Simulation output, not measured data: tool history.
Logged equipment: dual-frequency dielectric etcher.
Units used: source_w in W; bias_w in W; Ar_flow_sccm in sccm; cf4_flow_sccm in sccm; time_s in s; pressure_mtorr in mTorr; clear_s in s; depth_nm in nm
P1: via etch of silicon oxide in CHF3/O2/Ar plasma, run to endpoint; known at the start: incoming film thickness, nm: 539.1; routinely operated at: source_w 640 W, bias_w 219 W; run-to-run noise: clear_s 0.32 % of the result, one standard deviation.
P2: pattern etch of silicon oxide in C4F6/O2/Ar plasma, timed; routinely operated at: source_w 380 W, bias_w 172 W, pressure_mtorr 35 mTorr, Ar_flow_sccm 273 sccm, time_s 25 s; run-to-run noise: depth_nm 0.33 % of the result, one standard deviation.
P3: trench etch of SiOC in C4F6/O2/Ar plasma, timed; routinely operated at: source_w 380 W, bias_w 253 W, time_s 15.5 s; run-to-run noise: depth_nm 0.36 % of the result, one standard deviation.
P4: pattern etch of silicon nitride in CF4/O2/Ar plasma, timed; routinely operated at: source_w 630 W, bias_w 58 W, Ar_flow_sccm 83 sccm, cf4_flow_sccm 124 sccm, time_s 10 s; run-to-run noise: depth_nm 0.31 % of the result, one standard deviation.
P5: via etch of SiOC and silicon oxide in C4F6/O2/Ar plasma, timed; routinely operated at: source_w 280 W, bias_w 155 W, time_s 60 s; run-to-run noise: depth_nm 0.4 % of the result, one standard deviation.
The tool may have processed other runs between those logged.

| run | hour | process | source_w | bias_w | Ar_flow_sccm | cf4_flow_sccm | time_s | pressure_mtorr | clear_s | depth_nm |
|---|---|---|---|---|---|---|---|---|---|---|
| 1 | 18.3 | P1 | 640 | 219 |  |  |  |  | 238.81 |  |
| 2 | 30 | P4 | 630 | 58 | 83 | 124 | 10 |  |  | 25.329 |
| 3 | 48.6 | P2 | 380 | 172 | 273 |  | 25 | 50 |  | 72.951 |
| 4 | 66.6 | P5 | 280 | 155 |  |  | 60 |  |  | 55.989 |
| 5 | 79 | P1 | 640 | 273 |  |  |  |  | 222.31 |  |
| 6 | 90.9 | P5 | 280 | 155 |  |  | 33 |  |  | 30.932 |
| 7 | 108.6 | P1 | 860 | 219 |  |  |  |  | 213.24 |  |
| 8 | 124.3 | P1 | 640 | 219 |  |  |  |  | 238.78 |  |
| 9 | 141.2 | P2 | 380 | 140 | 273 |  | 25 | 35 |  | 71.085 |
| 10 | 154.3 | P1 | 640 | 151 |  |  |  |  | 271.69 |  |
| 11 | 164.4 | P1 | 640 | 219 |  |  |  |  | 240.84 |  |
| 12 | 176.7 | P4 | 630 | 58 | 62 | 124 | 10 |  |  | 26.168 |
| 13 | 194.4 | P1 | 640 | 219 |  |  |  |  | 238.94 |  |
| 14 | 210.6 | P1 | 410 | 174 |  |  |  |  | 307.46 |  |
| 15 | 224.4 | P3 | 380 | 200 |  |  | 15.5 |  |  | 33.125 |
| 16 | 235.2 | P3 | 380 | 253 |  |  | 8.5 |  |  | 19.559 |
| 17 | 252.4 | P5 | 190 | 155 |  |  | 60 |  |  | 48.604 |
| 18 | 261.8 | P1 | 480 | 160 |  |  |  |  | 297.82 |  |
| 19 | 276.2 | P4 | 630 | 58 | 83 | 74 | 10 |  |  | 23.875 |
| 20 | 287.5 | P2 | 380 | 172 | 273 |  | 32 | 35 |  | 97.16 |
| 21 | 296.7 | P4 | 630 | 42 | 83 | 124 | 10 |  |  | 22.711 |
| 22 | 305 | P1 | 640 | 219 |  |  |  |  | 239.93 |  |
| 23 | 315.7 | P5 | 280 | 89 |  |  | 60 |  |  | 47.792 |
| 24 | 325.9 | P3 | 250 | 253 |  |  | 15.5 |  |  | 30.659 |
| 25 | 340.9 | P1 | 380 | 219 |  |  |  |  | 291.05 |  |
|  | 343.6 | bias power generator calibrated |
| 26 | 356.8 | P4 | 630 | 58 | 83 | 124 | 6.5 |  |  | 16.574 |
| 27 | 369.2 | P1 | 640 | 219 |  |  |  |  | 239.07 |  |
| 28 | 383.2 | P2 | 220 | 172 | 273 |  | 25 | 35 |  | 61.262 |
| 29 | 395.8 | P2 | 380 | 172 | 273 |  | 25 | 35 |  | 75.978 |
| 30 | 410.1 | P4 | 820 | 58 | 83 | 124 | 10 |  |  | 31.931 |
| 31 | 423.6 | P4 | 630 | 58 | 83 | 124 | 10 |  |  | 25.452 |
| 32 | 434.7 | P1 | 640 | 219 |  |  |  |  | 240.95 |  |
| 33 | 443.2 | P3 | 380 | 253 |  |  | 15.5 |  |  | 35.7 |
| 34 | 456.3 | P2 | 380 | 172 | 164 |  | 25 | 35 |  | 80.599 |
| 35 | 470.5 | P1 | 640 | 219 |  |  |  |  | 239.04 |  |
| 36 | 481.8 | P1 | 640 | 219 |  |  |  |  | 241.21 |  |
| 37 | 490.6 | P1 | 640 | 219 |  |  |  |  | 241.37 |  |
| 38 | 503.2 | P1 | 640 | 219 |  |  |  |  | 239.95 |  |
| 39 | 519.4 | P1 | 640 | 219 |  |  |  |  | 242.72 |  |
| 40 | 532.4 | P1 | 640 | 219 |  |  |  |  | 243.87 |  |
| 41 | 542.6 | P1 | 640 | 219 |  |  |  |  | 242.37 |  |
| 42 | 552.6 | P1 | 640 | 219 |  |  |  |  | 243.07 |  |
|  | 553.1 | wet clean of the chamber |
| 43 | 567.6 | P1 | 640 | 219 |  |  |  |  | 243.42 |  |
| 44 | 577.8 | P1 | 640 | 219 |  |  |  |  | 243.54 |  |
| 45 | 595.3 | P1 | 640 | 219 |  |  |  |  | 243.22 |  |
| 46 | 613.9 | P1 | 640 | 219 |  |  |  |  | 242.98 |  |

Something has made what P1 gives creep away from where it was; the 2 causes below, each at its own stated size, fit the log equally well:
A: bias power that arrives under what is set, % = 4.55
B: source power that arrives under what is set, % = 4.17
The drift started at roughly hour 470.5.
Other possible causes, and why each is ruled out:
chamber walls in a state that lowers the etch rate, %: maintenance at hour 553.1, after the shift began, did not return the process to its former output

Of the 4 check runs below, each run on 2 wafers with the results averaged and each result still a question mark, which one would tell the listed causes apart?
| check 1 | 632.5 | P5 | 200 | 155 |  |  | 60 |  |  | ? |
| check 2 | 632.5 | P3 | 250 | 253 |  |  | 12 |  |  | ? |
| check 3 | 632.5 | P4 | 780 | 58 | 83 | 124 | 10 |  |  | ? |
| check 4 | 632.5 | P2 | 290 | 141 | 273 |  | 25 | 35 |  | ? |

How each check would come out, cause by cause:
| check | result | if A | if B |
|---|---|---|---|
| check 1 | depth_nm | 48.566 | 48.508 |
| check 2 | depth_nm | 23.239 | 23.241 |
| check 3 | depth_nm | 30.149 | 29.528 |
| check 4 | depth_nm | 63.382 | 63.223 |
Gap, in per cent, between the two causes that each check separates least, read from the result that separates them most: check 1 0.12 %; check 2 0.01 %; check 3 2.08 %; check 4 0.25 %
Check 3 is the one run that separates the causes; every other check would come out nearly the same whichever cause is at work.

Check 3 has now been run. It gave: depth_nm 30.193 nm. Which of the candidate causes is it?

The cause is A: bias power that arrives under what is set, %.
